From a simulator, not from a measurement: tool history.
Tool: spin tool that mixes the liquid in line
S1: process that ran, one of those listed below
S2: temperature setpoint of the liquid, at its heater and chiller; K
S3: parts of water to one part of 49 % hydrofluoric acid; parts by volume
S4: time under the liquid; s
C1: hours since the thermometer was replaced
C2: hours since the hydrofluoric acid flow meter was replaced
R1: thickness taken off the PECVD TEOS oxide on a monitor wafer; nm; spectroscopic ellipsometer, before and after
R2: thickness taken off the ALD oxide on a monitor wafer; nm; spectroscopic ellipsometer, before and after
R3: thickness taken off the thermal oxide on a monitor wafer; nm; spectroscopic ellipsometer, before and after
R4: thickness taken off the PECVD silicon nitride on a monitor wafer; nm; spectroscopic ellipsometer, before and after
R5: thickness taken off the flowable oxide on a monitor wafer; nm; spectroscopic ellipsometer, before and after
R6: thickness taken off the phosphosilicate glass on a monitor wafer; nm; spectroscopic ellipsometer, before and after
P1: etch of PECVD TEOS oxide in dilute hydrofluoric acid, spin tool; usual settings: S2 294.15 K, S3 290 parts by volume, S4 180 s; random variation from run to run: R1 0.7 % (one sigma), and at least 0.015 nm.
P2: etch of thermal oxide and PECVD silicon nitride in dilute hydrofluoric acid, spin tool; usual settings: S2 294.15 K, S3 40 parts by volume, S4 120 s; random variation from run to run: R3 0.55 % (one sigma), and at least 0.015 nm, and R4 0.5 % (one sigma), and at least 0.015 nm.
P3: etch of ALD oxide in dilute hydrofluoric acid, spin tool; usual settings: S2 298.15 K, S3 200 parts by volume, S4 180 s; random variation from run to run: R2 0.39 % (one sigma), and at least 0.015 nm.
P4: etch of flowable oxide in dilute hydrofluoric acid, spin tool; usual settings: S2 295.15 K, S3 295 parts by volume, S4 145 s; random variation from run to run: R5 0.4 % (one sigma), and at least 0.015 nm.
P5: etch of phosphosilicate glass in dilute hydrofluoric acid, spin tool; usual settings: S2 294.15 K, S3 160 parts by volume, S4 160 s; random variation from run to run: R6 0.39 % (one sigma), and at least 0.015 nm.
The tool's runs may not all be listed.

| run | hour | S1 | S2 | S3 | S4 | C1 | C2 | R1 | R2 | R3 | R4 | R5 | R6 |
|---|---|---|---|---|---|---|---|---|---|---|---|---|---|
| 1 | 4.4 | P1 | 294.15 | 290 | 180 | 1386 | 500.8 | 3.7579 |  |  |  |  |  |
| 2 | 9.4 | P1 | 294.15 | 290 | 180 | 1391 | 505.8 | 3.7617 |  |  |  |  |  |
| 3 | 13.2 | P1 | 294.15 | 290 | 180 | 1394.8 | 509.6 | 3.8197 |  |  |  |  |  |
| 4 | 17.1 | P3 | 298.15 | 200 | 95 | 1398.7 | 513.5 |  | 4.3759 |  |  |  |  |
| 5 | 20 | P1 | 294.15 | 175 | 340 | 1401.6 | 516.4 | 13.264 |  |  |  |  |  |
| 6 | 23.6 | P1 | 294.15 | 290 | 180 | 1405.2 | 520 | 3.7818 |  |  |  |  |  |
| 7 | 27.4 | P2 | 294.15 | 20 | 120 | 1409 | 523.8 |  |  | 28.113 | 24.782 |  |  |
| 8 | 32.6 | P4 | 295.15 | 295 | 215 | 1414.2 | 529 |  |  |  |  | 27.505 |  |
| 9 | 35.1 | P5 | 294.15 | 160 | 160 | 1416.7 | 531.5 |  |  |  |  |  | 53.627 |
| 10 | 38.7 | P2 | 294.15 | 40 | 120 | 1420.3 | 535.1 |  |  | 13.824 | 12.657 |  |  |
| 11 | 42.9 | P4 | 295.15 | 295 | 145 | 1424.5 | 539.3 |  |  |  |  | 18.599 |  |
| 12 | 48.1 | P4 | 295.15 | 500 | 145 | 1429.7 | 544.5 |  |  |  |  | 9.2205 |  |
| 13 | 51.2 | P1 | 294.15 | 510 | 180 | 1432.8 | 547.6 | 1.7998 |  |  |  |  |  |
| 14 | 55.6 | P1 | 299.15 | 290 | 180 | 1437.2 | 552 | 4.4554 |  |  |  |  |  |
| 15 | 59.7 | P2 | 294.15 | 40 | 120 | 1441.3 | 556.1 |  |  | 13.826 | 12.588 |  |  |
| 16 | 62.6 | P1 | 290.15 | 290 | 180 | 1444.2 | 559 | 3.2689 |  |  |  |  |  |
| 17 | 65.6 | P1 | 294.15 | 290 | 295 | 1447.2 | 562 | 6.2049 |  |  |  |  |  |
| 18 | 68.9 | P3 | 298.15 | 200 | 180 | 1450.5 | 565.3 |  | 8.3582 |  |  |  |  |
| 19 | 73 | P4 | 301.65 | 295 | 145 | 1454.6 | 569.4 |  |  |  |  | 23.242 |  |
| 20 | 77.1 | P5 | 294.15 | 160 | 305 | 1458.7 | 573.5 |  |  |  |  |  | 101.7 |
| 21 | 81.2 | P1 | 294.15 | 290 | 180 | 1462.8 | 577.6 | 3.7892 |  |  |  |  |  |
| 22 | 85.7 | P5 | 290.15 | 160 | 160 | 1467.3 | 582.1 |  |  |  |  |  | 45.511 |
| 23 | 88.1 | P2 | 301.65 | 40 | 120 | 1469.7 | 584.5 |  |  | 18.798 | 21.102 |  |  |
| 24 | 91 | P4 | 295.15 | 295 | 145 | 1472.6 | 587.4 |  |  |  |  | 18.525 |  |
| 25 | 94.1 | P1 | 294.15 | 105 | 180 | 1475.7 | 590.5 | 12.782 |  |  |  |  |  |
| 26 | 98.7 | P2 | 294.15 | 40 | 235 | 1480.3 | 595.1 |  |  | 26.899 | 24.872 |  |  |
| 27 | 101.9 | P5 | 294.15 | 290 | 160 | 1483.5 | 598.3 |  |  |  |  |  | 25.953 |
| 28 | 105.3 | P3 | 294.15 | 200 | 180 | 1486.9 | 601.7 |  | 7.1897 |  |  |  |  |
| 29 | 109.2 | P1 | 294.15 | 290 | 180 | 1490.8 | 605.6 | 3.7553 |  |  |  |  |  |
| 30 | 112 | P3 | 298.15 | 310 | 180 | 1493.6 | 608.4 |  | 4.7962 |  |  |  |  |
| 31 | 115.6 | P1 | 294.15 | 290 | 80 | 1497.2 | 612 | 1.6514 |  |  |  |  |  |
| 32 | 118.2 | P1 | 294.15 | 290 | 180 | 1499.8 | 614.6 | 3.7712 |  |  |  |  |  |
| 33 | 122.6 | P1 | 294.15 | 290 | 180 | 1504.2 | 619 | 3.6905 |  |  |  |  |  |
| 34 | 126.9 | P1 | 294.15 | 290 | 180 | 1508.5 | 623.3 | 3.6096 |  |  |  |  |  |
| 35 | 132 | P1 | 294.15 | 290 | 180 | 1513.6 | 628.4 | 3.5606 |  |  |  |  |  |
| 36 | 135.2 | P1 | 294.15 | 290 | 180 | 1516.8 | 631.6 | 3.5241 |  |  |  |  |  |
| 37 | 139.8 | P1 | 294.15 | 290 | 180 | 1521.4 | 636.2 | 3.5158 |  |  |  |  |  |
| 38 | 142.7 | P1 | 294.15 | 290 | 180 | 1524.3 | 639.1 | 3.4663 |  |  |  |  |  |
| 39 | 147.1 | P1 | 294.15 | 290 | 180 | 1528.7 | 643.5 | 3.4902 |  |  |  |  |  |
| 40 | 150.6 | P1 | 294.15 | 290 | 180 | 1532.2 | 647 | 3.5051 |  |  |  |  |  |
| 41 | 154.7 | P1 | 294.15 | 290 | 180 | 1536.3 | 651.1 | 3.5205 |  |  |  |  |  |

What P1 gives has crept away from where it was. These 2 causes fit the log equally well, each at the size given:
A: hydrofluoric acid flow below the setpoint (%) = 5.63
B: liquid colder than its thermometer reads (K) = 2.02
The creep began at about hour 118.2.

4 check runs are offered, one wafer each, their results left as question marks. Which one tells the causes apart?
| check 1 | 158.8 | P4 | 301.15 | 295 | 145 |  |  |  |  |  |  | ? |  |
| check 2 | 158.8 | P5 | 294.15 | 270 | 245 |  |  |  |  |  |  |  | ? |
| check 3 | 158.8 | P3 | 298.15 | 280 | 115 |  |  |  | ? |  |  |  |  |
| check 4 | 158.8 | P2 | 294.15 | 40 | 230 |  |  |  |  | ? | ? |  |  |

What each check would give under each cause:
| check | result | if A | if B |
|---|---|---|---|
| check 1 | R5 | 21.188 | 21.373 |
| check 2 | R6 | 40.64 | 40.558 |
| check 3 | R2 | 3.2434 | 3.2554 |
| check 4 | R3 | 24.805 | 24.183 |
| check 4 | R4 | 23.032 | 21.163 |
How far apart the two closest causes lie, in the result that separates them most: check 1 0.87 %; check 2 0.2 %; check 3 0.37 %; check 4 8.46 %
Only check 4 tells the causes apart: in the others they would give nearly the same result.

Then check 4 was run and gave: R3 24.758 nm; R4 22.962 nm. Which cause is it?

It is A: hydrofluoric acid flow below the setpoint (%).
